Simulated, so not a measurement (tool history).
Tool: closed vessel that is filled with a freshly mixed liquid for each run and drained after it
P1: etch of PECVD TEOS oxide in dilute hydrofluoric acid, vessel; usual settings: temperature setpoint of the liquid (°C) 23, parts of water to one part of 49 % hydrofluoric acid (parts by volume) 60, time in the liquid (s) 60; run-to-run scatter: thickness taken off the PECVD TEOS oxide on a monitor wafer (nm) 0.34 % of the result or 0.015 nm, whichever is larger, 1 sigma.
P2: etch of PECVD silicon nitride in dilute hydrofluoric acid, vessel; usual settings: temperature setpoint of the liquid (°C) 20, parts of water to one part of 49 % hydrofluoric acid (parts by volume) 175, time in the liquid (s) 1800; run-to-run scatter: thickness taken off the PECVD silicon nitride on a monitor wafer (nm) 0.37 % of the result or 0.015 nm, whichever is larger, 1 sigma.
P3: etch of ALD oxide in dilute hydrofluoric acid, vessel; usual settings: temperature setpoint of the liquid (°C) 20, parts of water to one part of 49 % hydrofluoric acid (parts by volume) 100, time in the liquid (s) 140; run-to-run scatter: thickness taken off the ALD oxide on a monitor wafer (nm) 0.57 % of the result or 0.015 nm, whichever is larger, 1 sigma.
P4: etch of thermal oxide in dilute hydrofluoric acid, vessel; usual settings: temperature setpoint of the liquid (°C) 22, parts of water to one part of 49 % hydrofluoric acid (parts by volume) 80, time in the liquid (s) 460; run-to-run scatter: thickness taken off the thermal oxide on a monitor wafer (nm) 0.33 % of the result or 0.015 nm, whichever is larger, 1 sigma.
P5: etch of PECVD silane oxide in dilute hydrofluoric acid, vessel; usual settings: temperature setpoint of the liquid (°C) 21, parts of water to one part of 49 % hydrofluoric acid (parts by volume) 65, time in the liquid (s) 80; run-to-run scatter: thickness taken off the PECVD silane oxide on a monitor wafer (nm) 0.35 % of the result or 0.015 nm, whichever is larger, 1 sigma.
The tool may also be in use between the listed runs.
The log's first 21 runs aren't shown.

run	hour	process that ran	temperature setpoint of the liquid (°C)	parts of water to one part of 49 % hydrofluoric acid (parts by volume)	time in the liquid (s)	hours since the thermometer was replaced	hours since the hydrofluoric acid flow meter was replaced	thickness taken off the PECVD TEOS oxide on a monitor wafer (nm)	thickness taken off the PECVD silane oxide on a monitor wafer (nm)	thickness taken off the ALD oxide on a monitor wafer (nm)	thickness taken off the thermal oxide on a monitor wafer (nm)	thickness taken off the PECVD silicon nitride on a monitor wafer (nm)
22	143.4	P1	23	60	95	624.2	555	28.093				
23	151.2	P1	23	60	60	632	562.8	17.786				
24	159.4	P4	22	80	820	640.2	571				44.343	
25	167.7	P5	21	65	135	648.5	579.3		39.867			
26	174.4	P3	20	170	140	655.2	586			10.274		
27	178.4	P2	20	100	1800	659.2	590					45.25
28	186	P1	17	100	60	666.8	597.6	7.9133				
29	192.5	P2	27	175	1800	673.3	604.1					40.98
30	196.7	P4	22	125	460	677.5	608.3				15.125	

Forecast run 31:
31	201.2	P1	23	60	60	682	612.8	?				

{"run 31": {"thickness taken off the PECVD TEOS oxide on a monitor wafer (nm)": 17.818}}
